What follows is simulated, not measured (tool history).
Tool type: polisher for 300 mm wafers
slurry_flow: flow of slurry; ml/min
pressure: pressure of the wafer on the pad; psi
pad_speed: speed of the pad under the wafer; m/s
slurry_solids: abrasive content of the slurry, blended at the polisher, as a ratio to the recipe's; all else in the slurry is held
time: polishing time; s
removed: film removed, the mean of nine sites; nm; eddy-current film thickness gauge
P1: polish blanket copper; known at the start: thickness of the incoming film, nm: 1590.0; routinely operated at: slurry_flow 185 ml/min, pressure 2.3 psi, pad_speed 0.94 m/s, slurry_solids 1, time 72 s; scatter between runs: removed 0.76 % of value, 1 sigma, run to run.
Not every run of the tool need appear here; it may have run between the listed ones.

run,hour,slurry_flow,pressure,pad_speed,slurry_solids,time,removed
1,3.3,185,2.3,0.94,1,72,183.4
2,7.6,185,3.6,0.94,1,72,285.65
3,10,185,2.3,0.6,1,72,116.59
4,12.1,110,2.3,0.94,1,50,116.39
5,14.8,185,2.3,1.44,1,72,278.64
6,19.1,185,2.3,0.94,1,72,183.88
7,23,185,2.3,0.94,1,51,128.85
# hour 23.9: slurry blender recalibrated
8,25.1,185,3,0.94,1.45,72,255.41
9,28.5,185,2.3,0.94,1,113,286.54
10,32.1,185,1.4,0.94,1,72,111.34
11,36.5,110,2.3,0.94,1,72,167.71
12,39.5,185,2.3,0.94,0.55,72,163.38
13,43.1,265,2.3,0.94,1,72,192.84
14,46.2,185,2.3,0.94,1.4,51,139.78
15,48.7,185,2.3,0.94,1,72,182.03
16,52.1,185,2.3,0.94,1.4,72,196.64
17,54.7,185,2.3,0.94,1,72,181.94
18,57.4,185,2.3,0.94,1,72,183.22
19,59.4,185,2.3,0.94,1,72,180.1
20,61.6,185,2.3,0.94,1,72,178.75
21,64,185,2.3,0.94,1,72,177.85
22,66.3,185,2.3,0.94,1,72,176.99
# hour 69.4: head pressure recalibrated
23,69.6,185,2.3,0.94,1,72,175.95
24,73,185,2.3,0.94,1,72,172.62
# hour 75.3: slurry blender recalibrated
25,76.3,185,2.3,0.94,1,72,172.61
26,78.8,185,2.3,0.94,1,72,171.48
27,81.2,185,2.3,0.94,1,72,173.35

Something has made what P1 gives creep away from where it was; the 2 causes below, each at its own stated size, fit the log equally well:
A: removal rate lost through wear of the pad, % = 5.36
B: slurry flow missing at the pad, % = 28.2
At approximately hour 59.4, the process output began to creep.
Each remaining cause and why it is not a fit:
head's pressure below its setpoint, %: serviced at hour 69.4, after the drift had started, without restoring the earlier output
abrasive missing from the slurry, %: serviced at hour 75.3, after the drift had started, without restoring the earlier output

Each of the check runs listed below is run on 3 wafers and reports their average, with the results left as question marks. Pick the one under which the possible causes would lead to clearly different results.
check 1,83.6,185,3.5,0.68,1,72,?
check 2,83.6,110,2.3,0.94,0.7,72,?
check 3,83.6,185,1.8,0.94,1,72,?
check 4,83.6,185,2.3,0.94,1.4,111,?

What each check would give under each cause:
check,result,if A,if B
check 1,removed,190.71,190.73
check 2,removed,146.24,141.52
check 3,removed,135.58,135.59
check 4,removed,287.46,287.48
Gap, in per cent, between the two causes that each check separates least, read from the result that separates them most: check 1 0.01 %; check 2 3.28 %; check 3 0.01 %; check 4 0.01 %
Only in check 2 would the causes give clearly different results; in the remaining checks their results would be nearly the same.

Running check 2 produced the following: removed 145.96 nm. Which one of the listed causes fits?

The correct cause is A, namely: removal rate lost through wear of the pad, %.

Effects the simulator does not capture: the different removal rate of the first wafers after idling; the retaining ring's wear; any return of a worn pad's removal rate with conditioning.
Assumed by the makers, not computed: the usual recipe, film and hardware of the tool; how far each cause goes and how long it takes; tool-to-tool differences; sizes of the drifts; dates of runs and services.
